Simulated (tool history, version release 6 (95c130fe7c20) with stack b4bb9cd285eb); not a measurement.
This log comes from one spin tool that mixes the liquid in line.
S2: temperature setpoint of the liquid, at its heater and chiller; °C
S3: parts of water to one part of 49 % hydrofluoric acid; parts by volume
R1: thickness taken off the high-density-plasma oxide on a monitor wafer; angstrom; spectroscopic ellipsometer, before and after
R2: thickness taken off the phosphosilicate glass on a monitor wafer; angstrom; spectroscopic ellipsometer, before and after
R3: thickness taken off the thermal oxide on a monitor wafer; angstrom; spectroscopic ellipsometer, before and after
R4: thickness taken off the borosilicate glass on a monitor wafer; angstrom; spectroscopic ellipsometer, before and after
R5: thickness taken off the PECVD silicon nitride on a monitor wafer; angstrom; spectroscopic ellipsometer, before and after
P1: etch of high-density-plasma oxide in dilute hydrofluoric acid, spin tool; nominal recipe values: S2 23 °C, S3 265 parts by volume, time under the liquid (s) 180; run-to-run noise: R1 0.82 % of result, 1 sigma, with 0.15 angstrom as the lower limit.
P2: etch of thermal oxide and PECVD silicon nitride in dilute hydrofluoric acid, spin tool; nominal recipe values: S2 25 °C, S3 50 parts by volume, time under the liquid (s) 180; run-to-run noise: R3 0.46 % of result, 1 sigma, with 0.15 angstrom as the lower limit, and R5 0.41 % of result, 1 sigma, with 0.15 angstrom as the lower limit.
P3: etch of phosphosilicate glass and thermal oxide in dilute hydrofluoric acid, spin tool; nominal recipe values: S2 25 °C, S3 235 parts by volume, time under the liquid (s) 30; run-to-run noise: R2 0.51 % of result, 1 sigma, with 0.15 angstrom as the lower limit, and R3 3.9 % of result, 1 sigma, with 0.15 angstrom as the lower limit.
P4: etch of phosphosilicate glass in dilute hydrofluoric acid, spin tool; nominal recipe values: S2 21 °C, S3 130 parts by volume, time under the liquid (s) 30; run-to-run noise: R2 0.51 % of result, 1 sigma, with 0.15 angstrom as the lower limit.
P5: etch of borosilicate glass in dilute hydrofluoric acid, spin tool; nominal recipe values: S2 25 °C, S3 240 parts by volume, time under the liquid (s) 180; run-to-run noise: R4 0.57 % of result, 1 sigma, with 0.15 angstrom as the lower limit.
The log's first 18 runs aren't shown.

run 19 hour=160.8 | process_that_ran=P1 S2=23 S3=385 time_under_the_liquid_(s)=180 | R1=21.248
run 20 hour=167.6 | process_that_ran=P5 S2=25 S3=240 time_under_the_liquid_(s)=180 | R4=125.6
run 21 hour=179.2 | process_that_ran=P5 S2=25 S3=240 time_under_the_liquid_(s)=30 | R4=21.097
run 22 hour=184.7 | process_that_ran=P1 S2=23 S3=265 time_under_the_liquid_(s)=45 | R1=8.3793
run 23 hour=191.7 | process_that_ran=P3 S2=17 S3=235 time_under_the_liquid_(s)=30 | R2=111.51 R3=4.325
run 24 hour=201.9 | process_that_ran=P1 S2=23 S3=265 time_under_the_liquid_(s)=180 | R1=33.987
run 25 hour=213.2 | process_that_ran=P3 S2=25 S3=235 time_under_the_liquid_(s)=65 | R2=329.63 R3=11.931
run 26 hour=225.7 | process_that_ran=P2 S2=25 S3=50 time_under_the_liquid_(s)=180 | R3=185.65 R5=97.672
run 27 hour=237.7 | process_that_ran=P2 S2=33 S3=50 time_under_the_liquid_(s)=180 | R3=254.21 R5=165.57

Expected results for the next run?
run 28 hour=250 | process_that_ran=P1 S2=23 S3=265 time_under_the_liquid_(s)=180 | R1=?

R1: 33.675 angstrom
